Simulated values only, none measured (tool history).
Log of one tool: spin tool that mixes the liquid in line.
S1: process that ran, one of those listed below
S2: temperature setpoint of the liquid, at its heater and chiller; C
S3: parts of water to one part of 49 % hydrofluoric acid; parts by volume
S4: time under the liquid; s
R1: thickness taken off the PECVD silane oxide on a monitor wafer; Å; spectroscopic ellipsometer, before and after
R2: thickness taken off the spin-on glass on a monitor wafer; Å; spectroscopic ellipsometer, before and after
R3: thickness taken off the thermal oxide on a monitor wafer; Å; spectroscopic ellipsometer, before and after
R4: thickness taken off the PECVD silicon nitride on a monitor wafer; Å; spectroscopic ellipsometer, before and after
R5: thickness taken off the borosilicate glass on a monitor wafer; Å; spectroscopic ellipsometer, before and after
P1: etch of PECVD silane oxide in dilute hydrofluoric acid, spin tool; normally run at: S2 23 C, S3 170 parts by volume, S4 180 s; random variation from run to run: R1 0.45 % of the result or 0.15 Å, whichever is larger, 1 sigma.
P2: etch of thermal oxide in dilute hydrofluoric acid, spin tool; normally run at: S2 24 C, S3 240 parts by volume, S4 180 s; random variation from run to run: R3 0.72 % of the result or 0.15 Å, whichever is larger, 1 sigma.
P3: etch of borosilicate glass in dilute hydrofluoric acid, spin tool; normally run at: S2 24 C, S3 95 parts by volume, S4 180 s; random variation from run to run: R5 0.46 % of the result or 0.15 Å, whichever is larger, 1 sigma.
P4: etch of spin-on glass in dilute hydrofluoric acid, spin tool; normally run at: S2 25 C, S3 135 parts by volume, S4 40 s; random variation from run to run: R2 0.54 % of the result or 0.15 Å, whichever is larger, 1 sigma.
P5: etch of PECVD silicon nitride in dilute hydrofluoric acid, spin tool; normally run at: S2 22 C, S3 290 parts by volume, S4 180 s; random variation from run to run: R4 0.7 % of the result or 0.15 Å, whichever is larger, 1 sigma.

run	hour	S1	S2	S3	S4	R1	R2	R3	R4	R5
1	4.3	P1	23	170	180	183.27				
2	9.2	P1	23	170	180	182.38				
3	13	P4	25	135	40		137.77			
4	20	P1	28.5	170	180	223.06				
5	23.8	P1	23	300	180	91.389				
6	27.7	P2	24	240	15			2.7481		
7	34.5	P1	23	170	25	25.227				
8	40.8	P5	22	290	180				30.554	
9	44.3	P2	24	380	180			17.123		
10	51.1	P4	25	135	40		137.84			
11	57.4	P2	24	240	180			30.49		
12	61.3	P4	19	135	40		108.25			
13	68.7	P3	24	95	180					503.69
14	74.4	P1	23	75	180	464.11				
15	81.9	P1	17	170	180	144.69				
16	85.8	P5	17	290	180				21.986	
17	90	P2	24	240	180			30.878		
18	96.5	P2	20.5	240	180			27.114		
# hour 100.4: thermometer replaced
19	103.4	P1	23	170	180	182.03				
20	108.9	P1	23	170	180	182.88				
21	115.7	P4	25	45	40		463.6			
22	120.4	P3	24	95	35					97.103
23	125.6	P5	22	290	325				55.527	
24	132.2	P1	27.5	170	350	416.75				
25	136.1	P1	23	170	295	298.49				
26	139.4	P1	23	170	180	182.33				
27	144.4	P4	25	135	75		255.26			
28	149.4	P5	22	290	180				29.9	
29	153.9	P5	22	450	180				19.416	
30	158.1	P3	24	135	180					333.79
31	165.1	P3	19	95	180					409.9
32	172	P1	23	170	180	182.63				
33	179.2	P1	23	170	180	189.77				
34	184.9	P1	23	170	180	195.34				
35	188.8	P1	23	170	180	194.48				
36	195.8	P1	23	170	180	197.8				
37	201.2	P1	23	170	180	198.5				
38	208.7	P1	23	170	180	199.84				
39	215	P1	23	170	180	200.71				
40	219.7	P1	23	170	180	201.04				

What P1 gives has crept away from where it was. These 2 causes fit the log equally well, each at the size given:
A: hydrofluoric acid flow above the setpoint (%) = 8.08
B: liquid hotter than its thermometer reads (K) = 2.44
The creep began at about hour 172.

4 check runs are offered, one wafer each, their results left as question marks. Which one tells the causes apart?
check 1	224.4	P2	24	240	180			?		
check 2	224.4	P5	22	290	180				?	
check 3	224.4	P3	24	95	180					?
check 4	224.4	P4	25	135	40		?			

What each check would give under each cause:
check	result	if A	if B
check 1	R3	33.796	33.47
check 2	R4	32.904	35.449
check 3	R5	543.43	548.59
check 4	R2	150.92	151.28
How far apart the two closest causes lie, in the result that separates them most: check 1 0.97 %; check 2 7.45 %; check 3 0.94 %; check 4 0.24 %
Check 2 tells the causes apart: in the others they would give nearly the same result.

Check 2 was then run and gave: R4 32.936 Å. Which cause is it?

It is A: hydrofluoric acid flow above the setpoint (%).

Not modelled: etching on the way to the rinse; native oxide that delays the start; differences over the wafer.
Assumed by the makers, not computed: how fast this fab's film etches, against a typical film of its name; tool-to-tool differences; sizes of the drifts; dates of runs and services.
